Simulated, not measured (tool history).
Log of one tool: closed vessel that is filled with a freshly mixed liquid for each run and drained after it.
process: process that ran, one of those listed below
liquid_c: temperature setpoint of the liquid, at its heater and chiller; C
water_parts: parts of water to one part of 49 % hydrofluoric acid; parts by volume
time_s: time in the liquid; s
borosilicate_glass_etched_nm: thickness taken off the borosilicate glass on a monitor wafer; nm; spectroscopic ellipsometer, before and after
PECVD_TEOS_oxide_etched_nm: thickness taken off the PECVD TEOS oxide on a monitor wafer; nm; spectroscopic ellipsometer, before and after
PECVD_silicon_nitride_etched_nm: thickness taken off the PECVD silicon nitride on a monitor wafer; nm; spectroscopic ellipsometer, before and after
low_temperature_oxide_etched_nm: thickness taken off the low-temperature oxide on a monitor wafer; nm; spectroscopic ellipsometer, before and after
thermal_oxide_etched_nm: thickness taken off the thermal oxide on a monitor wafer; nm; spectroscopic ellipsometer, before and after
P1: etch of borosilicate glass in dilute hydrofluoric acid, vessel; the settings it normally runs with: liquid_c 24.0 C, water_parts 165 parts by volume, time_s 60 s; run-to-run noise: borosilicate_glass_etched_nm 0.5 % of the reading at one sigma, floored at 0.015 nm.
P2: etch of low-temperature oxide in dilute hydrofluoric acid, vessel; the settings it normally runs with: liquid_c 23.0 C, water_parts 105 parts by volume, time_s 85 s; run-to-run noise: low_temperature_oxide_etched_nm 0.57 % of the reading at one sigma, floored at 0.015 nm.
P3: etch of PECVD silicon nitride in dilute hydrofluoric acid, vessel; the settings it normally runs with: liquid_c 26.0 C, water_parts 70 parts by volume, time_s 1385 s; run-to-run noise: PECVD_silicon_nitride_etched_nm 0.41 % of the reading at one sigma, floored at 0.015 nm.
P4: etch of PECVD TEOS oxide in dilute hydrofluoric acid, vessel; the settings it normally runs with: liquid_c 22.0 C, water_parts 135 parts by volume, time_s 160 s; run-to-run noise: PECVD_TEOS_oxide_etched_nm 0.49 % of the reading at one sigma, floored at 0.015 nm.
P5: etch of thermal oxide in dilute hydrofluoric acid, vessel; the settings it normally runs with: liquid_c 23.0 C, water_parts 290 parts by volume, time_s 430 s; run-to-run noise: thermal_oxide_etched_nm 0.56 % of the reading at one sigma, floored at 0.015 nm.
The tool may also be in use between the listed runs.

run	hour	process	liquid_c	water_parts	time_s	hours since the thermometer was replaced	hours since the hydrofluoric acid flow meter was replaced	borosilicate_glass_etched_nm	PECVD_TEOS_oxide_etched_nm	PECVD_silicon_nitride_etched_nm	low_temperature_oxide_etched_nm	thermal_oxide_etched_nm
1	8.5	P1	24.0	165	60	2046.5	871.5	7.8006				
2	18.1	P1	24.0	165	35	2056.1	881.1	4.5877				
3	27.9	P1	24.0	165	60	2065.9	890.9	7.8167				
4	34.8	P1	31.0	165	30	2072.8	897.8	5.1086				
5	44.1	P4	28.5	135	160	2082.1	907.1		22.0730			
6	52.2	P3	26.0	70	1385	2090.2	915.2			38.135		
7	63.2	P1	24.0	165	60	2101.2	926.2	7.7703				
8	73.4	P4	22.0	215	160	2111.4	936.4		9.9057			
9	81.4	P1	24.0	165	60	2119.4	944.4	7.6834				
10	87.8	P3	26.0	70	2625	2125.8	950.8			72.143		
11	96.3	P2	18.5	105	85	2134.3	959.3				8.8427	
12	105.3	P5	23.0	290	105	2143.3	968.3					1.3422
13	116.5	P1	17.5	165	60	2154.5	979.5	6.0017				
14	126.4	P2	23.0	105	30	2164.4	989.4				3.7403	
15	133.0	P1	30.5	165	60	2171.0	996.0	9.9117				
16	143.7	P5	23.0	160	430	2181.7	1006.7					11.2610
17	151.3	P2	23.0	105	85	2189.3	1014.3				10.6020	
18	158.0	P2	23.0	170	85	2196.0	1021.0				6.1088	
19	165.5	P5	23.0	290	430	2203.5	1028.5					5.4371
20	172.5	P1	30.5	115	60	2210.5	1035.5	15.1370				
21	179.3	P3	26.0	115	1385	2217.3	1042.3			23.369		
22	188.2	P1	24.0	165	60	2226.2	1051.2	7.7382				
23	199.2	P1	24.0	85	60	2237.2	1062.2	16.6740				
24	207.4	P1	24.0	165	115	2245.4	1070.4	14.8930				
25	218.4	P5	17.0	290	430	2256.4	1081.4					4.3409
26	227.6	P1	24.0	240	60	2265.6	1090.6	4.9584				
27	234.0	P1	24.0	165	60	2272.0	1097.0	7.8754				
28	240.3	P1	29.0	165	30	2278.3	1103.3	4.7033				
29	251.3	P3	26.0	70	1385	2289.3	1114.3			38.162		
30	259.0	P4	22.0	135	30	2297.0	1122.0		3.2182			
31	267.6	P4	22.0	135	160	2305.6	1130.6		17.3860			
32	276.7	P3	17.5	70	1385	2314.7	1139.7			21.593		
33	286.7	P1	24.0	165	60	2324.7	1149.7	7.7931				
34	293.8	P4	22.0	135	160	2331.8	1156.8		17.2740			
35	301.9	P1	24.0	165	60	2339.9	1164.9	7.8121				
36	309.6	P1	24.0	165	60	2347.6	1172.6	7.5832				
37	320.3	P1	24.0	165	60	2358.3	1183.3	7.2835				
38	327.9	P1	24.0	165	60	2365.9	1190.9	7.3241				
39	335.6	P1	24.0	165	60	2373.6	1198.6	7.2194				
40	345.0	P1	24.0	165	60	2383.0	1208.0	7.1981				
41	350.3	P1	24.0	165	60	2388.3	1213.3	7.1546				
42	357.8	P1	24.0	165	60	2395.8	1220.8	7.1332				
43	363.8	P1	24.0	165	60	2401.8	1226.8	7.0822				
44	374.1	P1	24.0	165	60	2412.1	1237.1	7.0931				

P1 has crept away from where it was. The log is fitted equally well by each of these 2 causes, at the sizes shown:
A: liquid colder than its thermometer reads (K) = 2.38
B: hydrofluoric acid flow below the setpoint (%) = 7.36
The process output started creeping at around hour 301.9.

Of the 4 check runs listed below, each run on one wafer and each result written as a question mark, which would let you distinguish the listed causes because they would give clearly different results?
check 1	384.4	P2	23.0	135	35						?	
check 2	384.4	P5	19.5	190	430							?
check 3	384.4	P4	22.0	135	30				?			
check 4	384.4	P3	18.0	70	2410					?		

Outcome of each check run for each possible cause:
check	result	if A	if B
check 1	low_temperature_oxide_etched_nm	2.9796	2.9954
check 2	thermal_oxide_etched_nm	7.3111	7.3332
check 3	PECVD_TEOS_oxide_etched_nm	2.9345	2.9537
check 4	PECVD_silicon_nitride_etched_nm	32.681	35.895
Gap, in per cent, between the two causes that each check separates least, read from the result that separates them most: check 1 0.53 %; check 2 0.3 %; check 3 0.65 %; check 4 9.38 %
Check 4 is the one run that separates the causes; every other check would come out nearly the same whichever cause is at work.

Check 4 was then run and gave: PECVD_silicon_nitride_etched_nm 35.650 nm. Which cause is it?

B is the cause: hydrofluoric acid flow below the setpoint (%).

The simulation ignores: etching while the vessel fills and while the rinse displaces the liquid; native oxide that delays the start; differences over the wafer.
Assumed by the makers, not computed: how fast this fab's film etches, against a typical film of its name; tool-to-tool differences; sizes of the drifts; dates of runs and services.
